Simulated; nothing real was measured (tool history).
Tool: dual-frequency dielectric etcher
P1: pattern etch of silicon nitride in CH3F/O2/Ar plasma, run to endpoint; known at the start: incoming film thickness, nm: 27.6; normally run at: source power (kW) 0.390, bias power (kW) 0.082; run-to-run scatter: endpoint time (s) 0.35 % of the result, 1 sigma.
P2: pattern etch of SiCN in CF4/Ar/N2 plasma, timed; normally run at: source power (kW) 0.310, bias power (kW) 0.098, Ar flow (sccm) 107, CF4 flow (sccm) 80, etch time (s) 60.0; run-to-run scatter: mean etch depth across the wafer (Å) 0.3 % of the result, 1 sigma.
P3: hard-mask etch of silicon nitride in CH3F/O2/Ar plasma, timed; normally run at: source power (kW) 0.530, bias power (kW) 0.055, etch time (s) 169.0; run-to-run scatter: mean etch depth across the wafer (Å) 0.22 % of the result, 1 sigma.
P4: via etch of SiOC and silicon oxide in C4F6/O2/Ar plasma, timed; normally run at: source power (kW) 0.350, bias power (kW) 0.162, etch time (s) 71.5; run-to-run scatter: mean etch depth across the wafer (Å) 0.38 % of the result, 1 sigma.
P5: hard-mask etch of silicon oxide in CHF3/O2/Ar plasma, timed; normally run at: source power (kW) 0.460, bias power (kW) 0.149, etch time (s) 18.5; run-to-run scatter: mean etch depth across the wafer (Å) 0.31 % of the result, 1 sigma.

run	hour	process that ran	source power (kW)	bias power (kW)	etch time (s)	Ar flow (sccm)	CF4 flow (sccm)	hours since the last wet clean	hours since the last source power generator calibration	hours since the last bias power generator calibration	endpoint time (s)	mean etch depth across the wafer (Å)
1	12.0	P1	0.390	0.082				60.9	860.7	553.9	39.088	
2	23.6	P4	0.350	0.162	92.5			72.5	872.3	565.5		954.61
3	37.8	P2	0.310	0.098	60.0	107	105	86.7	886.5	579.7		444.75
4	46.3	P1	0.540	0.060				95.2	895.0	588.2	38.270	
5	58.2	P3	0.530	0.044	169.0			107.1	906.9	600.1		1100.20
6	71.6	P1	0.390	0.082				120.5	920.3	613.5	38.925	
7	83.1	P3	0.530	0.055	96.5			132.0	931.8	625.0		676.10
8	92.4	P4	0.350	0.162	71.5			141.3	941.1	634.3		739.03
9	105.9	P1	0.280	0.082				154.8	954.6	647.8	43.978	
10	120.5	P4	0.350	0.162	71.5			169.4	969.2	662.4		739.61
11	135.3	P5	0.460	0.149	23.5			184.2	984.0	677.2		392.33
12	142.3	P3	0.530	0.055	169.0			191.2	991.0	684.2		1171.10
13	152.7	P1	0.390	0.108				201.6	1001.4	694.6	35.285	
14	164.0	P1	0.390	0.082				212.9	1012.7	705.9	38.915	
15	177.6	P4	0.350	0.212	71.5			226.5	1026.3	719.5		807.50
16	191.4	P1	0.480	0.082				240.3	1040.1	733.3	36.197	
17	201.8	P3	0.530	0.055	169.0			250.7	1050.5	743.7		1178.90
18	209.8	P2	0.420	0.098	60.0	107	80	258.7	1058.5	751.7		560.28
19	216.5	P4	0.480	0.162	71.5			265.4	1065.2	758.4		834.44
20	223.1	P1	0.390	0.082				272.0	1071.8	765.0	39.213	
21	236.8	P3	0.670	0.055	169.0			285.7	1085.5	778.7		1288.80
22	250.9	P2	0.310	0.098	60.0	107	80	299.8	1099.6	792.8		430.56
23	262.6	P2	0.310	0.064	60.0	107	80	311.5	1111.3	804.5		369.18
24	274.3	P1	0.390	0.062				323.2	1123.0	816.2	42.770	
25	288.1	P2	0.310	0.098	40.5	107	80	337.0	1136.8	830.0		290.33
26	298.9	P5	0.630	0.149	18.5			347.8	1147.6	840.8		347.09
27	313.5	P5	0.460	0.149	18.5			362.4	1162.2	855.4		310.19

Forecast run 28:
28	328.3	P1	0.390	0.082				377.2	1177.0	870.2	?	

Run 28 gave endpoint time (s) 39.138.

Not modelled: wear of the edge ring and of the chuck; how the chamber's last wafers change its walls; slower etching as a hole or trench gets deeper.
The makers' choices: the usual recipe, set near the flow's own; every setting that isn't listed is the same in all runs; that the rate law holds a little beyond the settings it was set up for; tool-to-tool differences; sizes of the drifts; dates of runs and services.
